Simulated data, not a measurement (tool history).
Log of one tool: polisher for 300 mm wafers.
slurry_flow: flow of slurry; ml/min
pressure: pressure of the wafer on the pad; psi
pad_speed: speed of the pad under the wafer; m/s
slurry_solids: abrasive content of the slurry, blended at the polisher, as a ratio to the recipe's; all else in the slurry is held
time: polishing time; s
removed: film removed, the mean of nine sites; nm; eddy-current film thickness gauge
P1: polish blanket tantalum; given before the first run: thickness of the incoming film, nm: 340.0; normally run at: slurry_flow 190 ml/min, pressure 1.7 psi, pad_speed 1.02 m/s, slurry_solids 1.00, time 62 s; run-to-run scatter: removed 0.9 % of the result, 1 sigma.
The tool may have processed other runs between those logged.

run   hour  slurry_flow  pressure  pad_speed  slurry_solids  time  wafers polished on this pad  hours since the slurry nozzle was cleaned  hours since the head pressure was calibrated  hours since the slurry blender was calibrated  removed
  1   15.8          190       1.7       1.02           1.00    62                          300                                      169.2                                         305.0                                          222.7   79.528
  2   25.7          115       1.7       1.02           0.55    62                          371                                      179.1                                         314.9                                          232.6   58.930
  3   35.8          190       1.2       1.02           1.00    62                          443                                      189.2                                         325.0                                          242.7   56.788
  4   47.7          190       2.3       1.02           1.00    62                          528                                      201.1                                         336.9                                          254.6  108.480
  5   55.3          190       1.7       1.02           0.50    62                          582                                      208.7                                         344.5                                          262.2   62.025
  6   66.4          190       1.7       1.02           1.00    62                          661                                      219.8                                         355.6                                          273.3   79.907
  7   75.4          190       1.7       1.02           1.00    29                          725                                      228.8                                         364.6                                          282.3   37.369
  8   90.8          190       1.7       1.02           1.00    62                          835                                      244.2                                         380.0                                          297.7   80.289
      98.2  -- slurry blender recalibrated
  9   99.2          190       1.7       1.60           1.00    62                          894                                      252.6                                         388.4                                            1.1  125.940
 10  108.6          115       1.7       1.02           1.00    62                          961                                      262.0                                         397.8                                           10.5   73.563
 11  124.2          190       1.7       1.02           1.50    62                         1072                                      277.6                                         413.4                                           26.1   90.077
 12  133.3          190       1.7       1.52           1.00    82                         1137                                      286.7                                         422.5                                           35.2  157.100
 13  149.4          280       1.7       1.02           1.00    62                         1252                                      302.8                                         438.6                                           51.3   84.258
 14  162.4          125       2.5       1.02           1.00    62                         1345                                      315.8                                         451.6                                           64.3  108.690

For run 15, what comes out?
 15  177.1          190       1.7       1.02           1.00    62                         1449                                      330.5                                         466.3                                           79.0        ?

Run 15 gave removed 80.509 nm.

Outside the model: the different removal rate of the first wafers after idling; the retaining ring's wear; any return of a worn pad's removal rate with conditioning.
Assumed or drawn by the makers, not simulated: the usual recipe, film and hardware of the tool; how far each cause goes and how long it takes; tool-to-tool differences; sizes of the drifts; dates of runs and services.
